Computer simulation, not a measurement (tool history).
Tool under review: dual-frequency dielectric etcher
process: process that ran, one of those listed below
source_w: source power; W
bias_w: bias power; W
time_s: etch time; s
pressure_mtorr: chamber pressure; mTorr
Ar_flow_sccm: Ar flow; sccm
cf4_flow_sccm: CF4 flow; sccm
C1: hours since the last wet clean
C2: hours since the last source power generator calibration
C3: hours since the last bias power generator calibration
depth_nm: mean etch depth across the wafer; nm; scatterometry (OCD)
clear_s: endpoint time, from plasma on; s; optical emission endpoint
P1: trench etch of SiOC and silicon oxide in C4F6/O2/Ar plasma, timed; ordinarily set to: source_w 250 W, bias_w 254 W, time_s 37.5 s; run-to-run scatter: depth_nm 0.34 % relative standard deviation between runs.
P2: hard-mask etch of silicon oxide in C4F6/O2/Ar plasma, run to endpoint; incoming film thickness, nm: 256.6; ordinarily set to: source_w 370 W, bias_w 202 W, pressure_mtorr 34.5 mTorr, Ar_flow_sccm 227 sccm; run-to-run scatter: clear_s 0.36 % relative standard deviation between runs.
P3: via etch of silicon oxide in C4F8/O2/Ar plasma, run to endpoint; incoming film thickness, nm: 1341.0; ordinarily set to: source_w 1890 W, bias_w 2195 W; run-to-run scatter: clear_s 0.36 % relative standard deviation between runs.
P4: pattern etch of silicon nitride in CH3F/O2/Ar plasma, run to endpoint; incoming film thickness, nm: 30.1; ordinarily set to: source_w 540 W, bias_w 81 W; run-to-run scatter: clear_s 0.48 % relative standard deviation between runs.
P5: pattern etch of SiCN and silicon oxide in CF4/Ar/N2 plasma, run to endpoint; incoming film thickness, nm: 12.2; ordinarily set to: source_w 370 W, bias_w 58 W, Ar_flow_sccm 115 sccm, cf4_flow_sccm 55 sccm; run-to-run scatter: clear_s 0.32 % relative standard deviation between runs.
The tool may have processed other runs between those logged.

run 1 hour=2.8 | process=P1 source_w=250 bias_w=254 time_s=37.5 | C1=200.6 C2=1073 C3=3607.5 | depth_nm=69.555
run 2 hour=6.5 | process=P2 source_w=370 bias_w=202 pressure_mtorr=46.5 Ar_flow_sccm=227 | C1=204.3 C2=1076.7 C3=3611.2 | clear_s=84.713
run 3 hour=9.7 | process=P2 source_w=470 bias_w=202 pressure_mtorr=34.5 Ar_flow_sccm=227 | C1=207.5 C2=1079.9 C3=3614.4 | clear_s=74.899
run 4 hour=15.2 | process=P1 source_w=250 bias_w=254 time_s=37.5 | C1=213 C2=1085.4 C3=3619.9 | depth_nm=69.82
run 5 hour=20.3 | process=P5 source_w=370 bias_w=41 Ar_flow_sccm=115 cf4_flow_sccm=55 | C1=218.1 C2=1090.5 C3=3625 | clear_s=21.796
run 6 hour=25.2 | process=P5 source_w=370 bias_w=58 Ar_flow_sccm=150 cf4_flow_sccm=55 | C1=223 C2=1095.4 C3=3629.9 | clear_s=20.323
run 7 hour=28.3 | process=P4 source_w=540 bias_w=104 | C1=226.1 C2=1098.5 C3=3633 | clear_s=34.374
run 8 hour=33.6 | process=P3 source_w=1480 bias_w=2195 | C1=231.4 C2=1103.8 C3=3638.3 | clear_s=286.91
run 9 hour=38.7 | process=P2 source_w=370 bias_w=202 pressure_mtorr=34.5 Ar_flow_sccm=170 | C1=236.5 C2=1108.9 C3=3643.4 | clear_s=79.077
run 10 hour=43.6 | process=P1 source_w=330 bias_w=254 time_s=53 | C1=241.4 C2=1113.8 C3=3648.3 | depth_nm=109.39
run 11 hour=47.9 | process=P5 source_w=370 bias_w=58 Ar_flow_sccm=115 cf4_flow_sccm=55 | C1=245.7 C2=1118.1 C3=3652.6 | clear_s=19.423
run 12 hour=51.2 | process=P4 source_w=540 bias_w=81 | C1=249 C2=1121.4 C3=3655.9 | clear_s=37.424
run 13 hour=56.4 | process=P3 source_w=1890 bias_w=2195 | C1=254.2 C2=1126.6 C3=3661.1 | clear_s=261.64
run 14 hour=61.2 | process=P3 source_w=1890 bias_w=1602 | C1=259 C2=1131.4 C3=3665.9 | clear_s=286.32
run 15 hour=65 | process=P1 source_w=250 bias_w=254 time_s=21.5 | C1=262.8 C2=1135.2 C3=3669.7 | depth_nm=39.706
run 16 hour=67.8 | process=P5 source_w=370 bias_w=58 Ar_flow_sccm=115 cf4_flow_sccm=55 | C1=265.6 C2=1138 C3=3672.5 | clear_s=19.454
run 17 hour=72.1 | process=P1 source_w=310 bias_w=254 time_s=37.5 | C1=269.9 C2=1142.3 C3=3676.8 | depth_nm=75.882
run 18 hour=75.3 | process=P1 source_w=250 bias_w=254 time_s=37.5 | C1=273.1 C2=1145.5 C3=3680 | depth_nm=69.937
run 19 hour=79.6 | process=P2 source_w=370 bias_w=147 pressure_mtorr=34.5 Ar_flow_sccm=227 | C1=277.4 C2=1149.8 C3=3684.3 | clear_s=90.63
run 20 hour=83.7 | process=P1 source_w=250 bias_w=170 time_s=37.5 | C1=281.5 C2=1153.9 C3=3688.4 | depth_nm=60.936
run 21 hour=88.8 | process=P4 source_w=680 bias_w=81 | C1=286.6 C2=1159 C3=3693.5 | clear_s=34.619
run 22 hour=94 | process=P5 source_w=480 bias_w=58 Ar_flow_sccm=115 cf4_flow_sccm=55 | C1=291.8 C2=1164.2 C3=3698.7 | clear_s=15.368
-- hour=97.7 wet clean of the chamber
run 23 hour=98.7 | process=P1 source_w=250 bias_w=354 time_s=37.5 | C1=1 C2=1168.9 C3=3703.4 | depth_nm=78.545
run 24 hour=103.7 | process=P1 source_w=250 bias_w=254 time_s=37.5 | C1=6 C2=1173.9 C3=3708.4 | depth_nm=69.975
run 25 hour=107.1 | process=P5 source_w=370 bias_w=58 Ar_flow_sccm=115 cf4_flow_sccm=40 | C1=9.4 C2=1177.3 C3=3711.8 | clear_s=20.36
run 26 hour=111.7 | process=P1 source_w=250 bias_w=254 time_s=37.5 | C1=14 C2=1181.9 C3=3716.4 | depth_nm=69.803
run 27 hour=115.2 | process=P1 source_w=250 bias_w=254 time_s=37.5 | C1=17.5 C2=1185.4 C3=3719.9 | depth_nm=69.898
run 28 hour=119.6 | process=P1 source_w=190 bias_w=254 time_s=45 | C1=21.9 C2=1189.8 C3=3724.3 | depth_nm=75.915
run 29 hour=125 | process=P1 source_w=160 bias_w=254 time_s=37.5 | C1=27.3 C2=1195.2 C3=3729.7 | depth_nm=59.109
run 30 hour=129.1 | process=P1 source_w=250 bias_w=254 time_s=49 | C1=31.4 C2=1199.3 C3=3733.8 | depth_nm=91.187
run 31 hour=133 | process=P2 source_w=370 bias_w=202 pressure_mtorr=34.5 Ar_flow_sccm=227 | C1=35.3 C2=1203.2 C3=3737.7 | clear_s=81.875
run 32 hour=135.8 | process=P1 source_w=250 bias_w=254 time_s=37.5 | C1=38.1 C2=1206 C3=3740.5 | depth_nm=69.62
run 33 hour=138.4 | process=P1 source_w=250 bias_w=254 time_s=37.5 | C1=40.7 C2=1208.6 C3=3743.1 | depth_nm=70.029
run 34 hour=143.6 | process=P1 source_w=250 bias_w=254 time_s=37.5 | C1=45.9 C2=1213.8 C3=3748.3 | depth_nm=70.363
run 35 hour=148.1 | process=P1 source_w=250 bias_w=254 time_s=37.5 | C1=50.4 C2=1218.3 C3=3752.8 | depth_nm=70.08
run 36 hour=151.4 | process=P1 source_w=250 bias_w=254 time_s=37.5 | C1=53.7 C2=1221.6 C3=3756.1 | depth_nm=70.766
run 37 hour=155.8 | process=P1 source_w=250 bias_w=254 time_s=37.5 | C1=58.1 C2=1226 C3=3760.5 | depth_nm=70.346
run 38 hour=159.1 | process=P1 source_w=250 bias_w=254 time_s=37.5 | C1=61.4 C2=1229.3 C3=3763.8 | depth_nm=70.611
-- hour=164.1 wet clean of the chamber
run 39 hour=164.4 | process=P1 source_w=250 bias_w=254 time_s=37.5 | C1=0.4 C2=1234.6 C3=3769.1 | depth_nm=70.855
run 40 hour=169.8 | process=P1 source_w=250 bias_w=254 time_s=37.5 | C1=5.8 C2=1240 C3=3774.5 | depth_nm=70.854
run 41 hour=173 | process=P1 source_w=250 bias_w=254 time_s=37.5 | C1=9 C2=1243.2 C3=3777.7 | depth_nm=71.251
run 42 hour=175.7 | process=P1 source_w=250 bias_w=254 time_s=37.5 | C1=11.7 C2=1245.9 C3=3780.4 | depth_nm=70.966

Something has made what P1 gives creep away from where it was; the 2 causes below, each at its own stated size, fit the log equally well:
A: source power that arrives over what is set, % = 4.55
B: bias power that arrives over what is set, % = 4.92
The onset of the drift is placed at about hour 135.8.
All other causes, with the reason each is excluded:
chamber walls in a state that raises the etch rate, %: work on it at hour 164.1, done after the drift set in, did not restore what the process gave before

The list below offers 4 check runs, each averaging the results of 2 wafers, and shows each result as a question mark. For which of them would the listed causes give clearly different results?
run check 1 hour=178.4 | process=P3 source_w=1890 bias_w=2195 | clear_s=?
run check 2 hour=178.4 | process=P5 source_w=370 bias_w=58 Ar_flow_sccm=115 cf4_flow_sccm=55 | clear_s=?
run check 3 hour=178.4 | process=P2 source_w=370 bias_w=202 pressure_mtorr=34.5 Ar_flow_sccm=227 | clear_s=?
run check 4 hour=178.4 | process=P4 source_w=540 bias_w=81 | clear_s=?

Expected result of each check under each candidate cause:
check=check_1 result=clear_s if_A=256.76 if_B=257.67
check=check_2 result=clear_s if_A=18.62 if_B=19.041
check=check_3 result=clear_s if_A=80.453 if_B=80.572
check=check_4 result=clear_s if_A=36.876 if_B=36.887
Per-check spread between the two closest causes, in the result where they differ most: check 1 0.35 %; check 2 2.23 %; check 3 0.15 %; check 4 0.03 %
Check 2 is the one run that separates the causes; every other check would come out nearly the same whichever cause is at work.

Here is what check 2 returned: clear_s 18.628 s. Which cause is it?

The cause is A: source power that arrives over what is set, %.
